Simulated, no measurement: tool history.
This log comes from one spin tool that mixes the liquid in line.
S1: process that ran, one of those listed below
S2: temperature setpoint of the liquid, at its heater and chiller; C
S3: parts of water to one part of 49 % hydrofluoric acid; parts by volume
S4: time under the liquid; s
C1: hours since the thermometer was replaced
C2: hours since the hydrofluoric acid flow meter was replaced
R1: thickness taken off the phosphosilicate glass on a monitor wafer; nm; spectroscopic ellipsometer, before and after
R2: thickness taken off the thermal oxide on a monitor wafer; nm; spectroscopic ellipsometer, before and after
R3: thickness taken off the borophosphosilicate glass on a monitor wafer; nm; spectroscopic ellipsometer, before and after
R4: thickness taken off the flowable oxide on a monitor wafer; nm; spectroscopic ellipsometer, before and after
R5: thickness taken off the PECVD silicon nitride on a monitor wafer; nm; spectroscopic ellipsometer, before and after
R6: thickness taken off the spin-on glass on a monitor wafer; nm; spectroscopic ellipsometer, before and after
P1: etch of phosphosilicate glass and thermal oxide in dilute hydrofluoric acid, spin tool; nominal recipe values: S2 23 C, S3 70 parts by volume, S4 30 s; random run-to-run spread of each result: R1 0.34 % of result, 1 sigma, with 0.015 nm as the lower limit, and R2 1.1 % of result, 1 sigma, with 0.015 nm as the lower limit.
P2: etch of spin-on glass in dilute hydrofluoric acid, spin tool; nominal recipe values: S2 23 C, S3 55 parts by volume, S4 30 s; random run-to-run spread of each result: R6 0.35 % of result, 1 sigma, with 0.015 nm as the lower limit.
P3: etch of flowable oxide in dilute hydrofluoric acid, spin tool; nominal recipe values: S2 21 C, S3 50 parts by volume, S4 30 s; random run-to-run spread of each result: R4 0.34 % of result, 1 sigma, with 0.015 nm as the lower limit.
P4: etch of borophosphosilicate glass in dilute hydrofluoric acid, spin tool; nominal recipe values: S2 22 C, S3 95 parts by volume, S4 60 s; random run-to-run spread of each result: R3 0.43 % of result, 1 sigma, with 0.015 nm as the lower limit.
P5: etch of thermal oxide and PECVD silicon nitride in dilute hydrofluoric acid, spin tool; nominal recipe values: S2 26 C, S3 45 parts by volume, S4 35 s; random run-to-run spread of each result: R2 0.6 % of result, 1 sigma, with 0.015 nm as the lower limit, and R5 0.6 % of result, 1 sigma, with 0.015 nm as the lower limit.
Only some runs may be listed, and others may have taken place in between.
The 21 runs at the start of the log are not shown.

run 22 hour=197.3 | S1=P5 S2=26 S3=20 S4=35 | C1=553.5 C2=1088.4 | R2=10.199 R5=9.5358
run 23 hour=209.6 | S1=P3 S2=21 S3=50 S4=15 | C1=565.8 C2=1100.7 | R4=16.103
-- hour=221 thermometer replaced
run 24 hour=221.4 | S1=P1 S2=23 S3=70 S4=15 | C1=0.4 C2=1112.5 | R1=21.23 R2=0.98601
run 25 hour=231.2 | S1=P1 S2=23 S3=70 S4=30 | C1=10.2 C2=1122.3 | R1=42.776 R2=1.9691
run 26 hour=241.9 | S1=P2 S2=23 S3=55 S4=30 | C1=20.9 C2=1133 | R6=20.587
run 27 hour=254.5 | S1=P1 S2=23 S3=30 S4=30 | C1=33.5 C2=1145.6 | R1=104.74 R2=4.8177
run 28 hour=263 | S1=P4 S2=22 S3=95 S4=60 | C1=42 C2=1154.1 | R3=19.891
run 29 hour=269.3 | S1=P1 S2=23 S3=115 S4=55 | C1=48.3 C2=1160.4 | R1=44.88 R2=2.0877
run 30 hour=274.9 | S1=P2 S2=23 S3=55 S4=30 | C1=53.9 C2=1166 | R6=20.517
run 31 hour=287.3 | S1=P3 S2=21 S3=85 S4=30 | C1=66.3 C2=1178.4 | R4=18.181
run 32 hour=296.9 | S1=P2 S2=23 S3=55 S4=65 | C1=75.9 C2=1188 | R6=44.732
run 33 hour=306.4 | S1=P1 S2=17.5 S3=70 S4=30 | C1=85.4 C2=1197.5 | R1=33.867 R2=1.5487
run 34 hour=312 | S1=P4 S2=22 S3=175 S4=60 | C1=91 C2=1203.1 | R3=9.8979

Run 35 is up next; what results do you expect?
run 35 hour=321.5 | S1=P1 S2=23 S3=70 S4=30 | C1=100.5 C2=1212.6 | R1=? R2=?

R1: 42.284 nm
R2: 1.9325 nm
